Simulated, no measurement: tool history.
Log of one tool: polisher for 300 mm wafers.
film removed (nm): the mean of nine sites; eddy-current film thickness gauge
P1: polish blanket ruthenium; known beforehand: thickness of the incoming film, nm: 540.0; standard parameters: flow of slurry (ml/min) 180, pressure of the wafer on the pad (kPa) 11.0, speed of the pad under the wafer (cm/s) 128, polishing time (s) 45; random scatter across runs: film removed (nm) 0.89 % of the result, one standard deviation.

run,hour,flow of slurry (ml/min),pressure of the wafer on the pad (kPa),speed of the pad under the wafer (cm/s),polishing time (s),film removed (nm)
1,6.3,180,11.0,128,45,52.742
2,17.2,180,11.0,128,26,30.131
3,30.3,180,11.0,128,45,52.112
4,37.3,275,11.0,128,45,54.562
5,45.3,180,11.0,58,45,23.976
6,57.0,110,11.0,128,45,48.092
7,64.1,180,11.0,128,63,72.145
8,73.3,180,11.0,188,45,76.427
9,81.3,180,4.8,128,45,22.503
10,91.0,180,16.5,128,45,76.970
11,103.1,120,6.9,128,45,30.812
# hour 104.2: slurry nozzle cleaned
12,110.5,180,11.0,128,45,52.112
13,120.4,180,11.0,128,45,52.223
14,131.5,180,11.0,128,45,52.231
15,139.4,180,11.0,128,45,51.378
16,145.7,180,11.0,128,45,50.430
17,156.5,180,11.0,128,45,50.041
# hour 168.0: worn pad replaced by a new one
18,169.8,180,11.0,128,45,49.184

For run 19, what comes out?
19,177.5,180,11.0,128,45,?

Logged for run 19: film removed (nm) 49.246.
